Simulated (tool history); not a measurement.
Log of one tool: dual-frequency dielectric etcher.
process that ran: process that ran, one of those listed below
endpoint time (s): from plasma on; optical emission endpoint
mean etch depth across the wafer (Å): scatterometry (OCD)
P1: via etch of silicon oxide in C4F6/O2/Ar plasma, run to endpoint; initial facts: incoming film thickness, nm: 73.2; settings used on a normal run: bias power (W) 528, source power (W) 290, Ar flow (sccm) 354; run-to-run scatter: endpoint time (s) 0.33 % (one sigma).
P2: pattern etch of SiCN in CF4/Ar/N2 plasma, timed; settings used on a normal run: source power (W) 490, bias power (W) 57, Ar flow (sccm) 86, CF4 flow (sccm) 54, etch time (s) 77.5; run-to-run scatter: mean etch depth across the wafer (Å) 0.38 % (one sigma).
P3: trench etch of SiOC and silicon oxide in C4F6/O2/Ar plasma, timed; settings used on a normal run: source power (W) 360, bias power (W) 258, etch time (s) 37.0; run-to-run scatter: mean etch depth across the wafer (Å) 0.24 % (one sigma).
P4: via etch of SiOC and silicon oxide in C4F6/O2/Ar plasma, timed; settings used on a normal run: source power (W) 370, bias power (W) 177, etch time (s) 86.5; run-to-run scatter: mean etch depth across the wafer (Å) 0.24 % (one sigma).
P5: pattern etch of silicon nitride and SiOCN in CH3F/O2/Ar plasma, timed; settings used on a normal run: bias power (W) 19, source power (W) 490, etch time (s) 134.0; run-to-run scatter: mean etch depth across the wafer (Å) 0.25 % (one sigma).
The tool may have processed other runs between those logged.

| run | hour | process that ran | bias power (W) | source power (W) | Ar flow (sccm) | etch time (s) | CF4 flow (sccm) | hours since the last wet clean | hours since the last bias power generator calibration | hours since the last source power generator calibration | hours since the last Ar flow controller change | endpoint time (s) | mean etch depth across the wafer (Å) |
|---|---|---|---|---|---|---|---|---|---|---|---|---|---|
| 1 | 13.3 | P1 | 528 | 290 | 354 |  |  | 373.6 | 1396.3 | 1224.2 | 2413.0 | 18.065 |  |
| 2 | 29.6 | P4 | 177 | 370 |  | 86.5 |  | 389.9 | 1412.6 | 1240.5 | 2429.3 |  | 936.05 |
| 3 | 37.3 | P1 | 689 | 290 | 354 |  |  | 397.6 | 1420.3 | 1248.2 | 2437.0 | 16.309 |  |
| 4 | 52.8 | P2 | 57 | 350 | 86 | 77.5 | 54 | 413.1 | 1435.8 | 1263.7 | 2452.5 |  | 476.62 |
| 5 | 67.5 | P1 | 528 | 290 | 354 |  |  | 427.8 | 1450.5 | 1278.4 | 2467.2 | 18.179 |  |
| 6 | 81.0 | P5 | 19 | 650 |  | 134.0 |  | 441.3 | 1464.0 | 1291.9 | 2480.7 |  | 200.02 |
| 7 | 91.3 | P2 | 75 | 490 | 86 | 77.5 | 54 | 451.6 | 1474.3 | 1302.2 | 2491.0 |  | 710.89 |
| 8 | 99.3 | P3 | 258 | 220 |  | 37.0 |  | 459.6 | 1482.3 | 1310.2 | 2499.0 |  | 661.44 |
| 9 | 110.6 | P1 | 528 | 290 | 354 |  |  | 470.9 | 1493.6 | 1321.5 | 2510.3 | 18.201 |  |
| 10 | 122.1 | P4 | 177 | 370 |  | 86.5 |  | 482.4 | 1505.1 | 1333.0 | 2521.8 |  | 938.51 |
|  | 123.3 | wet clean of the chamber |
| 11 | 138.0 | P4 | 108 | 370 |  | 86.5 |  | 14.8 | 1521.0 | 1348.9 | 2537.7 |  | 802.91 |
| 12 | 147.2 | P2 | 57 | 490 | 104 | 77.5 | 54 | 24.0 | 1530.2 | 1358.1 | 2546.9 |  | 622.67 |
| 13 | 155.0 | P4 | 177 | 230 |  | 86.5 |  | 31.8 | 1538.0 | 1365.9 | 2554.7 |  | 780.45 |
| 14 | 168.6 | P1 | 528 | 290 | 354 |  |  | 45.4 | 1551.6 | 1379.5 | 2568.3 | 18.160 |  |
| 15 | 177.5 | P2 | 57 | 490 | 86 | 53.5 | 54 | 54.3 | 1560.5 | 1388.4 | 2577.2 |  | 443.66 |
| 16 | 193.6 | P5 | 19 | 490 |  | 166.0 |  | 70.4 | 1576.6 | 1404.5 | 2593.3 |  | 224.45 |
| 17 | 202.3 | P3 | 258 | 360 |  | 48.5 |  | 79.1 | 1585.3 | 1413.2 | 2602.0 |  | 1046.20 |
| 18 | 218.4 | P3 | 178 | 360 |  | 37.0 |  | 95.2 | 1601.4 | 1429.3 | 2618.1 |  | 706.88 |
| 19 | 235.2 | P4 | 177 | 370 |  | 111.5 |  | 112.0 | 1618.2 | 1446.1 | 2634.9 |  | 1206.30 |
| 20 | 247.4 | P1 | 528 | 290 | 482 |  |  | 124.2 | 1630.4 | 1458.3 | 2647.1 | 18.751 |  |
| 21 | 256.3 | P1 | 528 | 240 | 354 |  |  | 133.1 | 1639.3 | 1467.2 | 2656.0 | 19.488 |  |
| 22 | 265.3 | P1 | 528 | 290 | 354 |  |  | 142.1 | 1648.3 | 1476.2 | 2665.0 | 18.060 |  |
| 23 | 277.1 | P2 | 57 | 490 | 86 | 77.5 | 54 | 153.9 | 1660.1 | 1488.0 | 2676.8 |  | 642.78 |
| 24 | 286.6 | P5 | 19 | 490 |  | 134.0 |  | 163.4 | 1669.6 | 1497.5 | 2686.3 |  | 180.33 |
| 25 | 295.6 | P1 | 369 | 290 | 241 |  |  | 172.4 | 1678.6 | 1506.5 | 2695.3 | 19.940 |  |
| 26 | 304.8 | P3 | 258 | 360 |  | 37.0 |  | 181.6 | 1687.8 | 1515.7 | 2704.5 |  | 799.36 |
| 27 | 321.6 | P1 | 528 | 370 | 354 |  |  | 198.4 | 1704.6 | 1532.5 | 2721.3 | 16.652 |  |
|  | 330.5 | source power generator calibrated |
| 28 | 335.3 | P5 | 19 | 490 |  | 134.0 |  | 212.1 | 1718.3 | 4.8 | 2735.0 |  | 180.66 |
| 29 | 348.7 | P2 | 57 | 490 | 86 | 77.5 | 54 | 225.5 | 1731.7 | 18.2 | 2748.4 |  | 646.71 |
| 30 | 357.7 | P1 | 528 | 290 | 239 |  |  | 234.5 | 1740.7 | 27.2 | 2757.4 | 17.407 |  |
| 31 | 374.8 | P2 | 57 | 490 | 86 | 77.5 | 67 | 251.6 | 1757.8 | 44.3 | 2774.5 |  | 668.35 |
| 32 | 385.2 | P5 | 26 | 490 |  | 134.0 |  | 262.0 | 1768.2 | 54.7 | 2784.9 |  | 207.20 |
| 33 | 397.1 | P1 | 345 | 290 | 354 |  |  | 273.9 | 1780.1 | 66.6 | 2796.8 | 21.267 |  |
| 34 | 409.3 | P1 | 528 | 290 | 354 |  |  | 286.1 | 1792.3 | 78.8 | 2809.0 | 18.292 |  |
| 35 | 417.7 | P1 | 528 | 290 | 354 |  |  | 294.5 | 1800.7 | 87.2 | 2817.4 | 18.102 |  |
| 36 | 427.2 | P1 | 528 | 290 | 354 |  |  | 304.0 | 1810.2 | 96.7 | 2826.9 | 17.981 |  |
| 37 | 437.7 | P1 | 528 | 290 | 354 |  |  | 314.5 | 1820.7 | 107.2 | 2837.4 | 17.956 |  |
|  | 443.8 | Ar flow controller replaced |
| 38 | 450.1 | P1 | 528 | 290 | 354 |  |  | 326.9 | 1833.1 | 119.6 | 6.3 | 17.927 |  |
| 39 | 463.7 | P1 | 528 | 290 | 354 |  |  | 340.5 | 1846.7 | 133.2 | 19.9 | 17.889 |  |
|  | 475.9 | wet clean of the chamber |
| 40 | 479.0 | P1 | 528 | 290 | 354 |  |  | 3.1 | 1862.0 | 148.5 | 35.2 | 17.906 |  |
| 41 | 488.1 | P1 | 528 | 290 | 354 |  |  | 12.2 | 1871.1 | 157.6 | 44.3 | 17.959 |  |
| 42 | 502.6 | P1 | 528 | 290 | 354 |  |  | 26.7 | 1885.6 | 172.1 | 58.8 | 17.872 |  |

What P1 gives has crept off from where it sat before. The 2 causes that follow fit the log equally well, each at the size noted:
A: source power that arrives over what is set, % = 4.61
B: bias power that arrives over what is set, % = 4.4
Onset of the creep was near hour 409.3.
Each remaining cause and why it is not a fit:
chamber walls in a state that raises the etch rate, %: serviced at hour 475.9, after the drift had started, without restoring the earlier output
Ar flow that arrives under what is set, %: serviced at hour 443.8, after the drift had started, without restoring the earlier output

Which of the check runs below tells the causes apart, meaning the causes would give it clearly different results? Each run uses 2 wafers whose results are averaged, and each result is shown as a question mark.
| check 1 | 517.1 | P2 | 57 | 370 | 86 | 77.5 | 66 |  |  |  |  |  | ? |
| check 2 | 517.1 | P5 | 24 | 620 |  | 134.0 |  |  |  |  |  |  | ? |
| check 3 | 517.1 | P4 | 144 | 290 |  | 86.5 |  |  |  |  |  |  | ? |
| check 4 | 517.1 | P3 | 258 | 220 |  | 47.5 |  |  |  |  |  |  | ? |

Predicted outcomes, by check and by cause:
| check | result | if A | if B |
|---|---|---|---|
| check 1 | mean etch depth across the wafer (Å) | 540.91 | 527.25 |
| check 2 | mean etch depth across the wafer (Å) | 220.69 | 221.41 |
| check 3 | mean etch depth across the wafer (Å) | 812.12 | 808.90 |
| check 4 | mean etch depth across the wafer (Å) | 866.44 | 864.93 |
Smallest distance between any two causes, each pair judged by its most separating result, in per cent: check 1 2.56 %; check 2 0.32 %; check 3 0.4 %; check 4 0.17 %
Check 1 distinguishes between the causes, while the remaining checks would return nearly the same result for all of them.

With check 1 done, the readings were: mean etch depth across the wafer (Å) 540.25. Identify which of the listed causes applies.

The correct cause is A, namely: source power that arrives over what is set, %.

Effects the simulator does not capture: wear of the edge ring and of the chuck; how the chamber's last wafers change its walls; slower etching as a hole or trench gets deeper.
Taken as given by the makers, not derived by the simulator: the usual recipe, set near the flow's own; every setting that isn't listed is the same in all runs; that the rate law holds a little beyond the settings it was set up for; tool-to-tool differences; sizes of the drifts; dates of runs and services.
